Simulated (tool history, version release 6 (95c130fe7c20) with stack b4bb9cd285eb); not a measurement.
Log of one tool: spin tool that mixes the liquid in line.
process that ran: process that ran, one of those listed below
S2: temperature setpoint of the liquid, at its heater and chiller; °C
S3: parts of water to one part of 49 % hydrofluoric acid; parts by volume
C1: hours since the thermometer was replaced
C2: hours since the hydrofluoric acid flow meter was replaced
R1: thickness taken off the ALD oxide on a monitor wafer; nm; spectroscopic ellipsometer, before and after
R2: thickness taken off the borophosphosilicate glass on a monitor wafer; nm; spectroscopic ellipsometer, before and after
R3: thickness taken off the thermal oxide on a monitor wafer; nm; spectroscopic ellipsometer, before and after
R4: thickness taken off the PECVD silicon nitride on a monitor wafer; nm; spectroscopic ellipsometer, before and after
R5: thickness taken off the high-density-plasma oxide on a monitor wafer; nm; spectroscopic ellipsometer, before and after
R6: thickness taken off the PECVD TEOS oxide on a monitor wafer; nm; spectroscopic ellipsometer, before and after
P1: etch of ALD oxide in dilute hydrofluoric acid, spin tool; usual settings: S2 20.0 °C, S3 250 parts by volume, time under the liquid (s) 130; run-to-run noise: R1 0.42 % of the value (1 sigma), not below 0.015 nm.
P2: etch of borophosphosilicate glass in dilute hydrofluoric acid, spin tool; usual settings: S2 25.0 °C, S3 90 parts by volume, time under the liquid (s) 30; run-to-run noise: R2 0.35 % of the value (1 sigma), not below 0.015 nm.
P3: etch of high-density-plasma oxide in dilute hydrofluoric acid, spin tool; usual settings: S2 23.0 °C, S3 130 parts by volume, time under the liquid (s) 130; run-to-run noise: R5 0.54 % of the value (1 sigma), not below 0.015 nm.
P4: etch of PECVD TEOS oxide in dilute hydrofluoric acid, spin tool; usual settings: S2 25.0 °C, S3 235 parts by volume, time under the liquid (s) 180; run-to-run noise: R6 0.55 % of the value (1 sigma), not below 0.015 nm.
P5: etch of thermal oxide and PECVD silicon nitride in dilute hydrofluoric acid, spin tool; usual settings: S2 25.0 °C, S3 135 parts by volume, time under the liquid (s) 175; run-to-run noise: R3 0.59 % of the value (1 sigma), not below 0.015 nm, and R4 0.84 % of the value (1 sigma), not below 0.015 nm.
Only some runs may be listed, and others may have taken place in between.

Run 1, day 0.325: process that ran P1, S2 20.0 °C, S3 250 parts by volume, time under the liquid (s) 130; C1 803.1; C2 1209.0. Result: R1 4.99760 nm.
Run 2, day 0.571: process that ran P1, S2 20.0 °C, S3 155 parts by volume, time under the liquid (s) 15; C1 809.0; C2 1214.9. Result: R1 1.03430 nm.
Run 3, day 0.875: process that ran P2, S2 17.0 °C, S3 90 parts by volume, time under the liquid (s) 30; C1 816.3; C2 1222.2. Result: R2 17.485 nm.
Run 4, day 1.175: process that ran P1, S2 20.0 °C, S3 250 parts by volume, time under the liquid (s) 20; C1 823.5; C2 1229.4. Result: R1 0.75599 nm.
Run 5, day 1.450: process that ran P1, S2 20.0 °C, S3 250 parts by volume, time under the liquid (s) 130; C1 830.1; C2 1236.0. Result: R1 5.05520 nm.
Run 6, day 1.833: process that ran P5, S2 32.0 °C, S3 135 parts by volume, time under the liquid (s) 175; C1 839.3; C2 1245.2. Result: R3 7.4525 nm, R4 4.6042 nm.
Run 7, day 2.162: process that ran P5, S2 25.0 °C, S3 135 parts by volume, time under the liquid (s) 175; C1 847.2; C2 1253.1. Result: R3 5.8140 nm, R4 3.0355 nm.
Run 8, day 2.483: process that ran P5, S2 25.0 °C, S3 220 parts by volume, time under the liquid (s) 175; C1 854.9; C2 1260.8. Result: R3 3.2576 nm, R4 1.8469 nm.
Run 9, day 2.817: process that ran P3, S2 23.0 °C, S3 225 parts by volume, time under the liquid (s) 130; C1 862.9; C2 1268.8. Result: R5 3.6286 nm.
Run 10, day 3.238: process that ran P4, S2 25.0 °C, S3 95 parts by volume, time under the liquid (s) 180; C1 873.0; C2 1278.9. Result: R6 52.692 nm.
Run 11, day 3.567: process that ran P2, S2 25.0 °C, S3 90 parts by volume, time under the liquid (s) 30; C1 880.9; C2 1286.8. Result: R2 24.222 nm.
Run 12, day 3.883: process that ran P1, S2 27.0 °C, S3 250 parts by volume, time under the liquid (s) 130; C1 888.5; C2 1294.4. Result: R1 6.43640 nm.
Run 13, day 4.171: process that ran P1, S2 20.0 °C, S3 250 parts by volume, time under the liquid (s) 130; C1 895.4; C2 1301.3. Result: R1 5.00540 nm.
Run 14, day 4.358: process that ran P2, S2 25.0 °C, S3 145 parts by volume, time under the liquid (s) 30; C1 899.9; C2 1305.8. Result: R2 14.067 nm.
Run 15, day 4.600: process that ran P4, S2 25.0 °C, S3 235 parts by volume, time under the liquid (s) 30; C1 905.7; C2 1311.6. Result: R6 3.019 nm.
Run 16, day 4.825: process that ran P1, S2 20.0 °C, S3 250 parts by volume, time under the liquid (s) 130; C1 911.1; C2 1317.0. Result: R1 5.01690 nm.
Run 17, day 5.238: process that ran P5, S2 25.0 °C, S3 135 parts by volume, time under the liquid (s) 315; C1 921.0; C2 1326.9. Result: R3 10.5100 nm, R4 5.4178 nm.
Run 18, day 5.433: process that ran P1, S2 20.0 °C, S3 250 parts by volume, time under the liquid (s) 130; C1 925.7; C2 1331.6. Result: R1 4.97740 nm.
Run 19, day 5.658: process that ran P1, S2 20.0 °C, S3 385 parts by volume, time under the liquid (s) 225; C1 931.1; C2 1337.0. Result: R1 4.96680 nm.
Run 20, day 5.879: process that ran P3, S2 23.0 °C, S3 130 parts by volume, time under the liquid (s) 240; C1 936.4; C2 1342.3. Result: R5 12.7680 nm.
Run 21, day 6.225: process that ran P3, S2 23.0 °C, S3 130 parts by volume, time under the liquid (s) 130; C1 944.7; C2 1350.6. Result: R5 6.9165 nm.
Run 22, day 6.517: process that ran P3, S2 23.0 °C, S3 130 parts by volume, time under the liquid (s) 130; C1 951.7; C2 1357.6. Result: R5 6.9299 nm.
Run 23, day 6.858: process that ran P5, S2 25.0 °C, S3 135 parts by volume, time under the liquid (s) 175; C1 959.9; C2 1365.8. Result: R3 5.8532 nm, R4 2.9993 nm.
Run 24, day 7.117: process that ran P1, S2 17.0 °C, S3 250 parts by volume, time under the liquid (s) 130; C1 966.1; C2 1372.0. Result: R1 4.44980 nm.
Run 25, day 7.533: process that ran P1, S2 20.0 °C, S3 250 parts by volume, time under the liquid (s) 130; C1 976.1; C2 1382.0. Result: R1 4.97340 nm.
Run 26, day 7.888: process that ran P1, S2 20.0 °C, S3 385 parts by volume, time under the liquid (s) 35; C1 984.6; C2 1390.5. Result: R1 0.77872 nm.
Run 27, day 8.192: process that ran P1, S2 20.0 °C, S3 145 parts by volume, time under the liquid (s) 130; C1 991.9; C2 1397.8. Result: R1 9.58650 nm.
Run 28, day 8.404: process that ran P3, S2 17.0 °C, S3 130 parts by volume, time under the liquid (s) 130; C1 997.0; C2 1402.9. Result: R5 5.4564 nm.
Run 29, day 8.746: process that ran P2, S2 25.0 °C, S3 90 parts by volume, time under the liquid (s) 15; C1 1005.2; C2 1411.1. Result: R2 12.171 nm.
Run 30, day 8.950: process that ran P4, S2 20.5 °C, S3 235 parts by volume, time under the liquid (s) 180; C1 1010.1; C2 1416.0. Result: R6 15.244 nm.
Run 31, day 9.317: process that ran P1, S2 20.0 °C, S3 250 parts by volume, time under the liquid (s) 265; C1 1018.9; C2 1424.8. Result: R1 10.15200 nm.
Run 32, day 9.558: process that ran P4, S2 25.0 °C, S3 235 parts by volume, time under the liquid (s) 180; C1 1024.7; C2 1430.6. Result: R6 18.109 nm.

Run 33, settings as shown, results not yet in. Your forecast:
Run 33, day 9.783: process that ran P1, S2 20.0 °C, S3 410 parts by volume, time under the liquid (s) 130; C1 1030.1; C2 1436.0. Result: R1 ?.

R1: 2.65210 nm

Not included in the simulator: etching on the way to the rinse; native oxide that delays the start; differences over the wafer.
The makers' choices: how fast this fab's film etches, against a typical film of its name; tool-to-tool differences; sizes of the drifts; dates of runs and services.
